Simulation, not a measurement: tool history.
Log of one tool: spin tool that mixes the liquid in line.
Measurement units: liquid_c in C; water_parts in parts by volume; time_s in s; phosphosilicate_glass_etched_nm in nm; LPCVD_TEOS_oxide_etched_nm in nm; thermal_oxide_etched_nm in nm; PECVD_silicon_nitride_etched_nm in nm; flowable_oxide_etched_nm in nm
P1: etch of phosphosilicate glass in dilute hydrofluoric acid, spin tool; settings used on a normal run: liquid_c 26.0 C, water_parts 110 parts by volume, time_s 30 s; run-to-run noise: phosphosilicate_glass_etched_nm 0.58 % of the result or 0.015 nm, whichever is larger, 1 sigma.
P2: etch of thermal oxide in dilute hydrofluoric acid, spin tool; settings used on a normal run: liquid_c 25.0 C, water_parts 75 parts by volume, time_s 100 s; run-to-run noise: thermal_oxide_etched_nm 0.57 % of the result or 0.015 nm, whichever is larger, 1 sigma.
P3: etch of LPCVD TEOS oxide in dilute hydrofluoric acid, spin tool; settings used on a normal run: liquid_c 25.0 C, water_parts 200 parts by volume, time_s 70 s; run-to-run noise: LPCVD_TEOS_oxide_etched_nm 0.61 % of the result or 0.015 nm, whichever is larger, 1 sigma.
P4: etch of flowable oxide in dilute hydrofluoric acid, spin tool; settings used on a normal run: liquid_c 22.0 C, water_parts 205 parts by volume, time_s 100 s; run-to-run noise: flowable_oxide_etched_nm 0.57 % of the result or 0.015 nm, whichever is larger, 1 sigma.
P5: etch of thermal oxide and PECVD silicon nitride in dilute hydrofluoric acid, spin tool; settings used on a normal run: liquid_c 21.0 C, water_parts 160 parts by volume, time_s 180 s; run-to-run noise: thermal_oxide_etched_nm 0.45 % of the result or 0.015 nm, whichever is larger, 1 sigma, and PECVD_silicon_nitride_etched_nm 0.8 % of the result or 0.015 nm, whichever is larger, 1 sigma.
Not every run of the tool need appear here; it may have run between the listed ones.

run	hour	process	liquid_c	water_parts	time_s	phosphosilicate_glass_etched_nm	LPCVD_TEOS_oxide_etched_nm	thermal_oxide_etched_nm	PECVD_silicon_nitride_etched_nm	flowable_oxide_etched_nm
1	3.0	P1	26.0	110	30	43.972				
2	7.5	P3	25.0	200	70		5.5559			
3	10.3	P3	25.0	200	70		5.4594			
4	12.6	P5	21.0	160	300			7.3171	4.3144	
5	16.7	P1	26.0	180	30	24.409				
6	19.5	P4	22.0	205	100					25.261
7	23.8	P1	20.0	110	50	56.960				
8	25.8	P2	25.0	75	155			10.7910		
9	28.5	P1	26.0	110	45	66.316				
10	30.8	P1	26.0	110	30	43.697				
11	35.0	P5	17.0	160	180			3.7417	1.9858	
12	37.9	P4	17.0	205	100					21.106
13	41.4	P1	33.0	110	30	57.183				
14	44.3	P2	25.0	75	100			6.9616		
15	48.1	P1	26.0	110	30	43.842				
16	52.2	P4	22.0	205	100					25.718
17	55.1	P1	26.0	65	15	39.072				
18	59.7	P2	32.5	75	100			9.3689		
19	64.1	P5	21.0	160	180			4.4078	2.5943	
20	67.6	P5	21.0	30	180			27.4910	13.2250	
21	70.1	P1	26.0	45	60	233.410				
22	73.6	P4	22.0	205	165					42.331
23	75.7	P3	32.5	200	70		7.1545			
24	78.7	P3	25.0	100	70		12.1920			
25	80.9	P1	21.0	110	30	35.614				
26	84.1	P1	26.0	110	30	43.499				

For run 27, what comes out?
27	86.8	P1	26.0	25	30	?				

For run 27 the tool returned phosphosilicate_glass_etched_nm 215.680 nm.
